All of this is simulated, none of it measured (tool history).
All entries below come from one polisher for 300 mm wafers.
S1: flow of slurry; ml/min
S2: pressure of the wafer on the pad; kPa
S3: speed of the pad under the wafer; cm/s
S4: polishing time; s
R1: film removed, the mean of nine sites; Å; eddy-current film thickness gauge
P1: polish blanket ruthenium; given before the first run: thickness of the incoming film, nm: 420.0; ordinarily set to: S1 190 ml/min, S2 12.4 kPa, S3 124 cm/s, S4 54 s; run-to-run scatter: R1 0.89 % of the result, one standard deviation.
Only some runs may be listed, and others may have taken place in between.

run	hour	S1	S2	S3	S4	R1
1	2.4	190	12.4	124	54	662.16
2	5.4	190	16.5	124	54	881.38
3	10.0	190	15.2	158	54	1036.50
4	13.7	190	12.4	124	84	1028.20
5	19.2	115	12.4	62	54	302.62
6	24.5	190	5.5	124	54	294.33
7	29.7	190	12.4	124	54	656.34
8	35.2	190	12.4	188	54	988.67
9	38.6	190	12.4	124	54	650.99
10	43.4	190	12.4	124	54	666.02
11	46.1	235	12.4	124	54	678.19
12	50.8	190	8.3	124	38	308.98
13	56.3	190	12.4	124	27	335.97
14	60.6	115	12.4	124	54	607.03
15	63.9	190	12.4	82	54	438.58
16	67.6	190	12.4	124	54	653.57
17	70.3	190	12.4	124	54	661.49
18	74.3	190	12.4	124	54	634.05
19	78.2	190	12.4	124	54	630.32
20	82.2	190	12.4	124	54	636.33
21	84.9	190	12.4	124	54	631.29
22	88.1	190	12.4	124	54	624.83
# hour 90.3: worn pad replaced by a new one
23	92.4	190	12.4	124	54	632.55
24	97.3	190	12.4	124	54	628.17
25	101.6	190	12.4	124	54	639.48
26	105.8	190	12.4	124	54	629.29
27	109.2	190	12.4	124	54	633.84

Compared with where it was, what P1 gives has crept away. Each cause listed below fits the log as well as the rest, at the size given for it:
A: slurry flow missing at the pad, % = 26.9
B: head's pressure below its setpoint, % = 4.9
The process output started creeping at around hour 67.6.
Ruled out, with reasons:
removal rate lost through wear of the pad, %: was serviced at hour 90.3, once the creep was under way, yet the earlier output never came back

Below are 4 check runs, each averaged over 5 wafers, with their results shown as question marks. Which of them would give clearly different results depending on which cause is behind the drift?
check 1	112.6	115	6.9	124	54	?
check 2	112.6	190	12.4	168	54	?
check 3	112.6	190	12.4	182	82	?
check 4	112.6	190	12.4	170	54	?

If the cause were each of the candidates in turn, the checks would give the following:
check	result	if A	if B
check 1	R1	310.65	319.78
check 2	R1	851.85	851.91
check 3	R1	1401.30	1401.40
check 4	R1	861.99	862.05
Distance between the nearest two causes, measured in the result of the check that separates them most: check 1 2.9 %; check 2 0.01 %; check 3 0.01 %; check 4 0.01 %
The causes can be told apart only by check 1. The other checks would give nearly the same results under each of them.

Here is what check 1 returned: R1 318.22 Å. Which cause is it?

The correct cause is B, namely: head's pressure below its setpoint, %.

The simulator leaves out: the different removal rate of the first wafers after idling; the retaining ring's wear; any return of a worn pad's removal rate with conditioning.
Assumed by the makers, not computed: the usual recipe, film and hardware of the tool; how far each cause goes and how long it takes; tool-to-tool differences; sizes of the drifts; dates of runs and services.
